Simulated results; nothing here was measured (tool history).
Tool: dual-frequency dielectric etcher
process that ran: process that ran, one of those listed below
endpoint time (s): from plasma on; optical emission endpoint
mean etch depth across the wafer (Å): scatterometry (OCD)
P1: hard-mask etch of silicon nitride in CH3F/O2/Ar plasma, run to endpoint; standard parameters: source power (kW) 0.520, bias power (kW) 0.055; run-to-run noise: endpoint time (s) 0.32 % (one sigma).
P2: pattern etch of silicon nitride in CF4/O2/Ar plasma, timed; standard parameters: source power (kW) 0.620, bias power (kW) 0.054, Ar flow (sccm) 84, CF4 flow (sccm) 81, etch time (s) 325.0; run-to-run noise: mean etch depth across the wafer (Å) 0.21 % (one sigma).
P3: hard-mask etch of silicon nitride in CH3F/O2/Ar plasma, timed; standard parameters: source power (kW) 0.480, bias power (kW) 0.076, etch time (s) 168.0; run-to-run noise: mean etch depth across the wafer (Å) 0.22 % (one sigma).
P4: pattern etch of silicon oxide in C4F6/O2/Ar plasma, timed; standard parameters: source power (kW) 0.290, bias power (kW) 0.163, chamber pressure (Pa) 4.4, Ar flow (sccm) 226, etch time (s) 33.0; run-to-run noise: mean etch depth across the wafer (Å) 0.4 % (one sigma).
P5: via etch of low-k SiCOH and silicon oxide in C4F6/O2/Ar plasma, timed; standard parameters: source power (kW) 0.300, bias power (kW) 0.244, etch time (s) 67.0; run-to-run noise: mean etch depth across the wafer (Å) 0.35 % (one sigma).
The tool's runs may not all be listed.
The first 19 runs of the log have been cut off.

| run | day | process that ran | source power (kW) | bias power (kW) | etch time (s) | chamber pressure (Pa) | Ar flow (sccm) | CF4 flow (sccm) | endpoint time (s) | mean etch depth across the wafer (Å) |
|---|---|---|---|---|---|---|---|---|---|---|
| 20 | 6.983 | P4 | 0.290 | 0.163 | 24.0 | 4.4 | 226 |  |  | 662.67 |
| 21 | 7.471 | P4 | 0.290 | 0.163 | 33.0 | 4.4 | 226 |  |  | 908.35 |
| 22 | 7.912 | P4 | 0.230 | 0.163 | 33.0 | 4.4 | 226 |  |  | 832.33 |
| 23 | 8.212 | P1 | 0.520 | 0.055 |  |  |  |  | 56.264 |  |
| 24 | 8.446 | P2 | 0.350 | 0.054 | 325.0 |  | 84 | 81 |  | 4543.40 |
| 25 | 8.746 | P5 | 0.300 | 0.346 | 67.0 |  |  |  |  | 1935.80 |
| 26 | 9.021 | P2 | 0.620 | 0.054 | 204.0 |  | 84 | 81 |  | 4680.20 |
| 27 | 9.271 | P2 | 0.620 | 0.054 | 325.0 |  | 84 | 81 |  | 7463.20 |
| 28 | 9.671 | P2 | 0.620 | 0.031 | 325.0 |  | 84 | 81 |  | 6146.80 |
| 29 | 10.025 | P4 | 0.290 | 0.163 | 33.0 | 4.4 | 172 |  |  | 934.88 |
| 30 | 10.417 | P1 | 0.520 | 0.067 |  |  |  |  | 52.229 |  |
| 31 | 10.858 | P1 | 0.520 | 0.055 |  |  |  |  | 55.975 |  |
| 32 | 11.138 | P1 | 0.420 | 0.035 |  |  |  |  | 69.696 |  |
| 33 | 11.362 | P1 | 0.520 | 0.037 |  |  |  |  | 62.867 |  |
| 34 | 11.800 | P1 | 0.520 | 0.055 |  |  |  |  | 56.239 |  |
| 35 | 12.208 | P1 | 0.520 | 0.055 |  |  |  |  | 56.388 |  |
| 36 | 12.462 | P1 | 0.520 | 0.055 |  |  |  |  | 56.502 |  |
| 37 | 12.954 | P1 | 0.520 | 0.055 |  |  |  |  | 56.851 |  |
|  | 13.442 | wet clean of the chamber |
| 38 | 13.442 | P1 | 0.520 | 0.055 |  |  |  |  | 56.722 |  |
| 39 | 13.904 | P1 | 0.520 | 0.055 |  |  |  |  | 56.833 |  |
| 40 | 14.154 | P1 | 0.520 | 0.055 |  |  |  |  | 56.710 |  |
| 41 | 14.471 | P1 | 0.520 | 0.055 |  |  |  |  | 56.562 |  |
| 42 | 14.892 | P1 | 0.520 | 0.055 |  |  |  |  | 57.051 |  |
| 43 | 15.129 | P1 | 0.520 | 0.055 |  |  |  |  | 56.801 |  |
| 44 | 15.479 | P1 | 0.520 | 0.055 |  |  |  |  | 56.859 |  |

What does the tool deliver on the next run?
| 45 | 15.767 | P1 | 0.520 | 0.055 |  |  |  |  | ? |  |

{"run 45": {"endpoint time (s)": 56.96}}
